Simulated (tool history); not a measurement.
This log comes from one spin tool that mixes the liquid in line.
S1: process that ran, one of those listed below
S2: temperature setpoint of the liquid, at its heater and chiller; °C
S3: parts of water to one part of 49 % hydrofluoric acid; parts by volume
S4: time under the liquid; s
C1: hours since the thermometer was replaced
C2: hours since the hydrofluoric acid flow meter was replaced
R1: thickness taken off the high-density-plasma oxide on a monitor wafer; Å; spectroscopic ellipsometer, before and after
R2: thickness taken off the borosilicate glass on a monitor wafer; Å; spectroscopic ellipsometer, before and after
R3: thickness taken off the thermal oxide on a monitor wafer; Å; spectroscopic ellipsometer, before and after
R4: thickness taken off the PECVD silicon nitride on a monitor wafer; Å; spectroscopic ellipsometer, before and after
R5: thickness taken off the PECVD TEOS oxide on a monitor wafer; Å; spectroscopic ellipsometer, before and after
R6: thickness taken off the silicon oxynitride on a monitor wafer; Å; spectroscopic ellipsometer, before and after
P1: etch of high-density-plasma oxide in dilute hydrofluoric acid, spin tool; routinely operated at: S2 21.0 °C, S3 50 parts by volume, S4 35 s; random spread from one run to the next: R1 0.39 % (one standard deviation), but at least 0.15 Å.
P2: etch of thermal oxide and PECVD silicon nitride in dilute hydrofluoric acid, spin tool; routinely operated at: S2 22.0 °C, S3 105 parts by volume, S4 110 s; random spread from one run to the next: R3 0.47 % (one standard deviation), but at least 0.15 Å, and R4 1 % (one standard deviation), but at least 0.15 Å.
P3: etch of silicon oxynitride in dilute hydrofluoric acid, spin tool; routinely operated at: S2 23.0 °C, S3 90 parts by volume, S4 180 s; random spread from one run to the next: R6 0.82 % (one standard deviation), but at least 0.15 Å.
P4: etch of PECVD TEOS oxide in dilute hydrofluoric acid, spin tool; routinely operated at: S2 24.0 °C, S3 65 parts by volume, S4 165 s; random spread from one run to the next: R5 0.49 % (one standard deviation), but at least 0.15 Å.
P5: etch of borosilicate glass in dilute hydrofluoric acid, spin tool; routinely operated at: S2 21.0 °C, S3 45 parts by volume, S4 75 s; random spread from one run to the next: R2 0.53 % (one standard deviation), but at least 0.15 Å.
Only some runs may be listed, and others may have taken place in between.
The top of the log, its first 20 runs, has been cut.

Run 21, hour 271.6: S1 P1, S2 21.0 °C, S3 85 parts by volume, S4 35 s; C1 1727.7; C2 917.4. Result: R1 40.848 Å.
Run 22, hour 284.4: S1 P1, S2 21.0 °C, S3 50 parts by volume, S4 15 s; C1 1740.5; C2 930.2. Result: R1 30.600 Å.
Run 23, hour 299.4: S1 P2, S2 22.0 °C, S3 105 parts by volume, S4 110 s; C1 1755.5; C2 945.2. Result: R3 45.052 Å, R4 21.649 Å.
Run 24, hour 315.1: S1 P1, S2 21.0 °C, S3 50 parts by volume, S4 35 s; C1 1771.2; C2 960.9. Result: R1 71.726 Å.
Run 25, hour 330.8: S1 P2, S2 22.0 °C, S3 105 parts by volume, S4 55 s; C1 1786.9; C2 976.6. Result: R3 22.516 Å, R4 10.618 Å.
Run 26, hour 342.5: S1 P1, S2 21.0 °C, S3 50 parts by volume, S4 35 s; C1 1798.6; C2 988.3. Result: R1 71.790 Å.
Run 27, hour 360.7: S1 P4, S2 24.0 °C, S3 115 parts by volume, S4 165 s; C1 1816.8; C2 1006.5. Result: R5 144.93 Å.
Run 28, hour 372.0: S1 P5, S2 29.0 °C, S3 45 parts by volume, S4 75 s; C1 1828.1; C2 1017.8. Result: R2 588.73 Å.
Run 29, hour 380.2: S1 P4, S2 24.0 °C, S3 65 parts by volume, S4 310 s; C1 1836.3; C2 1026.0. Result: R5 510.89 Å.
Run 30, hour 397.0: S1 P1, S2 21.0 °C, S3 25 parts by volume, S4 35 s; C1 1853.1; C2 1042.8. Result: R1 148.620 Å.
Run 31, hour 414.1: S1 P3, S2 28.0 °C, S3 90 parts by volume, S4 180 s; C1 1870.2; C2 1059.9. Result: R6 36.664 Å.
Run 32, hour 431.1: S1 P1, S2 21.0 °C, S3 50 parts by volume, S4 35 s; C1 1887.2; C2 1076.9. Result: R1 72.150 Å.
Run 33, hour 443.8: S1 P1, S2 21.0 °C, S3 50 parts by volume, S4 35 s; C1 1899.9; C2 1089.6. Result: R1 71.833 Å.
Run 34, hour 455.8: S1 P1, S2 21.0 °C, S3 50 parts by volume, S4 35 s; C1 1911.9; C2 1101.6. Result: R1 70.719 Å.
Run 35, hour 469.5: S1 P1, S2 21.0 °C, S3 50 parts by volume, S4 35 s; C1 1925.6; C2 1115.3. Result: R1 69.551 Å.
Run 36, hour 479.3: S1 P1, S2 21.0 °C, S3 50 parts by volume, S4 35 s; C1 1935.4; C2 1125.1. Result: R1 68.762 Å.
Run 37, hour 491.9: S1 P1, S2 21.0 °C, S3 50 parts by volume, S4 35 s; C1 1948.0; C2 1137.7. Result: R1 68.523 Å.
Run 38, hour 509.0: S1 P1, S2 21.0 °C, S3 50 parts by volume, S4 35 s; C1 1965.1; C2 1154.8. Result: R1 68.233 Å.
Run 39, hour 517.0: S1 P1, S2 21.0 °C, S3 50 parts by volume, S4 35 s; C1 1973.1; C2 1162.8. Result: R1 68.199 Å.
Run 40, hour 533.8: S1 P1, S2 21.0 °C, S3 50 parts by volume, S4 35 s; C1 1989.9; C2 1179.6. Result: R1 67.752 Å.

Run 41 is up next; what results do you expect?
Run 41, hour 551.8: S1 P1, S2 21.0 °C, S3 50 parts by volume, S4 35 s; C1 2007.9; C2 1197.6. Result: R1 ?.

R1: 68.167 Å
